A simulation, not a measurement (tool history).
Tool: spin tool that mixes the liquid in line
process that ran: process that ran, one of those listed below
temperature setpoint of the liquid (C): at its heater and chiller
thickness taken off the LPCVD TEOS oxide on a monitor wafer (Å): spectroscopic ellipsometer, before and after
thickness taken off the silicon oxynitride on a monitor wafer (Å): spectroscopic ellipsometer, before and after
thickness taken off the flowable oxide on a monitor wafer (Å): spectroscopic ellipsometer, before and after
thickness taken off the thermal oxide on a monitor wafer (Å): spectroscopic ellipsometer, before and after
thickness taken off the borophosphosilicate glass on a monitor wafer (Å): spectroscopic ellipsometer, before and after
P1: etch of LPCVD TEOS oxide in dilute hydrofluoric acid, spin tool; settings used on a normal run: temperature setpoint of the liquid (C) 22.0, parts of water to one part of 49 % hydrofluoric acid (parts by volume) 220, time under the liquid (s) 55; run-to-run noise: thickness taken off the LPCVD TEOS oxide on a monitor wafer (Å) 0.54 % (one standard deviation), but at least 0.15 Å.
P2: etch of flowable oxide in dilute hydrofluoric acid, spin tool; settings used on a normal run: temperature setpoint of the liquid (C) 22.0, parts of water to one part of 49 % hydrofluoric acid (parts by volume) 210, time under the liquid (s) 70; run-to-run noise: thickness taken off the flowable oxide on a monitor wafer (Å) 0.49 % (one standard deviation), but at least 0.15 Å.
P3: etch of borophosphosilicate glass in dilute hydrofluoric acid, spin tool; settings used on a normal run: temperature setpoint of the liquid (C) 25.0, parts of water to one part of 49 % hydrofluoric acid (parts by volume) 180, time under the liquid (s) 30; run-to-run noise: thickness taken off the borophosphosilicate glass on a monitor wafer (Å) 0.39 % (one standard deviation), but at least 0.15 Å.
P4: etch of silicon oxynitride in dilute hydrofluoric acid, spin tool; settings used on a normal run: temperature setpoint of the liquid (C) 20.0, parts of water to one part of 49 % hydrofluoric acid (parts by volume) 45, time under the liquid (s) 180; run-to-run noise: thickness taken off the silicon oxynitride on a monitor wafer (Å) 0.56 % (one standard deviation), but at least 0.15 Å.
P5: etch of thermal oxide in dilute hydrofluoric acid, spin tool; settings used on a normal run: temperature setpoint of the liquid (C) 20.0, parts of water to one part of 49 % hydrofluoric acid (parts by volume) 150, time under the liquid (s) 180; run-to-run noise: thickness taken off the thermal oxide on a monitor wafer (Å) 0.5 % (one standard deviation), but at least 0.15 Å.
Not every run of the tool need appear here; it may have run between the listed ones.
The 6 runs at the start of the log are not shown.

run,hour,process that ran,temperature setpoint of the liquid (C),parts of water to one part of 49 % hydrofluoric acid (parts by volume),time under the liquid (s),hours since the thermometer was replaced,hours since the hydrofluoric acid flow meter was replaced,thickness taken off the LPCVD TEOS oxide on a monitor wafer (Å),thickness taken off the silicon oxynitride on a monitor wafer (Å),thickness taken off the flowable oxide on a monitor wafer (Å),thickness taken off the thermal oxide on a monitor wafer (Å),thickness taken off the borophosphosilicate glass on a monitor wafer (Å)
7,61.4,P1,22.0,220,55,284.1,724.8,90.756,,,,
8,75.2,P2,30.0,210,70,297.9,738.6,,,254.000,,
9,84.5,P1,22.0,220,55,307.2,747.9,90.403,,,,
10,96.3,P1,22.0,325,15,319.0,759.7,15.171,,,,
11,104.3,P4,20.0,65,180,327.0,767.7,,45.748,,,
12,116.8,P1,17.0,220,55,339.5,780.2,74.780,,,,
13,128.5,P1,22.0,140,55,351.2,791.9,155.990,,,,
14,139.5,P2,22.0,210,70,362.2,802.9,,,189.550,,
15,152.2,P1,22.0,220,55,374.9,815.6,91.099,,,,
16,161.8,P1,29.5,220,55,384.5,825.2,118.080,,,,
17,172.1,P2,22.0,355,70,394.8,835.5,,,98.533,,
18,184.2,P5,20.0,215,180,406.9,847.6,,,,28.9420,
19,197.3,P2,22.0,210,15,420.0,860.7,,,40.744,,
20,205.6,P4,20.0,45,180,428.3,869.0,,67.675,,,
21,216.3,P5,20.0,150,15,439.0,879.7,,,,3.5511,
22,227.1,P5,17.0,150,180,449.8,890.5,,,,39.7840,
23,238.2,P3,25.0,180,60,460.9,901.6,,,,,221.140
24,252.2,P5,20.0,150,180,474.9,915.6,,,,45.3130,

Run 25 is up next; what results do you expect?
25,258.9,P3,18.5,180,30,481.6,922.3,,,,,?

thickness taken off the borophosphosilicate glass on a monitor wafer (Å): 86.449
